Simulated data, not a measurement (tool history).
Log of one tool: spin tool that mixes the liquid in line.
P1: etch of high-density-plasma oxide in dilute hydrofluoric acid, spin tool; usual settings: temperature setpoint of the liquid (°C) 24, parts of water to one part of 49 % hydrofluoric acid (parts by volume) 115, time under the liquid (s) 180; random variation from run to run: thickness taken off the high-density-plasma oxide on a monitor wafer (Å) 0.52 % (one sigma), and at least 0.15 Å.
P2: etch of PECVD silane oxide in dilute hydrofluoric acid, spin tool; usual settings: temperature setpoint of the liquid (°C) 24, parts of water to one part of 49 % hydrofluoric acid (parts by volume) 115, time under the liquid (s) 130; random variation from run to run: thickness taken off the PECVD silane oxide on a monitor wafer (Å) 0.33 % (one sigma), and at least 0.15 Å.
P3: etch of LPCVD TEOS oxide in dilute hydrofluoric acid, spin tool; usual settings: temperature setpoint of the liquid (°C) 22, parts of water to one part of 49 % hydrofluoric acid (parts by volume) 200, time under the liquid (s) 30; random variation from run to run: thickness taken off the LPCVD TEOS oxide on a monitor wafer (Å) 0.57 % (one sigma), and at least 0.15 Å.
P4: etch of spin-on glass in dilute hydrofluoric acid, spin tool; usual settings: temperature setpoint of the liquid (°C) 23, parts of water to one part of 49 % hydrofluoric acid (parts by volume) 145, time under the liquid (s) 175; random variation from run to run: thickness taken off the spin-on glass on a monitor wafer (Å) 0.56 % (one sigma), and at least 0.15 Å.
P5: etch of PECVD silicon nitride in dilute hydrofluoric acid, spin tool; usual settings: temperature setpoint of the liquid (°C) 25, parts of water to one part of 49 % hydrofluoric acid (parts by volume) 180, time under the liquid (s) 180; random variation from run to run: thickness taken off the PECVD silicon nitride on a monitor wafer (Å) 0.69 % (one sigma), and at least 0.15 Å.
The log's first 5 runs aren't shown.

run   hour  process that ran  temperature setpoint of the liquid (°C)  parts of water to one part of 49 % hydrofluoric acid (parts by volume)  time under the liquid (s)  hours since the thermometer was replaced  hours since the hydrofluoric acid flow meter was replaced  thickness taken off the high-density-plasma oxide on a monitor wafer (Å)  thickness taken off the spin-on glass on a monitor wafer (Å)  thickness taken off the PECVD silane oxide on a monitor wafer (Å)  thickness taken off the LPCVD TEOS oxide on a monitor wafer (Å)  thickness taken off the PECVD silicon nitride on a monitor wafer (Å)
  6     60                P1                                       28                                                                      45                        180                                     690.9                                                     1345.8                                                                    436.48
  7     74                P3                                       22                                                                      35                         30                                     704.9                                                     1359.8                                                                                                                                                                                                                                                                      427.15
  8   85.9                P2                                       24                                                                     115                        130                                     716.8                                                     1371.7                                                                                                                                                                                                      279.7
  9   95.2                P2                                       31                                                                     115                        130                                     726.1                                                       1381                                                                                                                                                                                                     364.56
 10  107.4                P4                                       28                                                                     145                        175                                     738.3                                                     1393.2                                                                                                                                  326.37
 11  115.4                P4                                       23                                                                     145                        175                                     746.3                                                     1401.2                                                                                                                                  273.31
 12  126.5                P1                                       24                                                                     115                        180                                     757.4                                                     1412.3                                                                    134.86
 13  134.2                P1                                       19                                                                     180                        180                                     765.1                                                       1420                                                                    65.484
 14  145.3                P1                                       24                                                                      20                        180                                     776.2                                                     1431.1                                                                    877.25
 15  156.7                P1                                     30.5                                                                     115                        345                                     787.6                                                     1442.5                                                                    329.15
 16  170.8                P2                                       24                                                                     115                         15                                     801.7                                                     1456.6                                                                                                                                                                                                     31.874
 17  182.7                P3                                       22                                                                     200                         30                                     813.6                                                     1468.5                                                                                                                                                                                                                                                                      62.287
 18  197.2                P1                                       24                                                                     115                        330                                     828.1                                                       1483                                                                    244.95
 19  207.2                P5                                       25                                                                      35                        180                                     838.1                                                       1493                                                                                                                                                                                                                                                                                                                                            174.75
 20  222.3                P3                                       22                                                                     200                         30                                     853.2                                                     1508.1                                                                                                                                                                                                                                                                      62.237
 21  236.2                P1                                       24                                                                     115                        180                                     867.1                                                       1522                                                                    134.58
 22  249.7                P1                                       24                                                                     115                        180                                     880.6                                                     1535.5                                                                    134.41
 23  260.2                P1                                       24                                                                     195                        180                                     891.1                                                       1546                                                                    71.803
 24  267.3                P4                                       23                                                                     145                        350                                     898.2                                                     1553.1                                                                                                                                  537.24

Forecast run 25:
 25  280.2                P5                                       25                                                                     180                        315                                     911.1                                                       1566                                                                                                                                                                                                                                                                                                                                                 ?

Run 25 gave thickness taken off the PECVD silicon nitride on a monitor wafer (Å) 62.016.
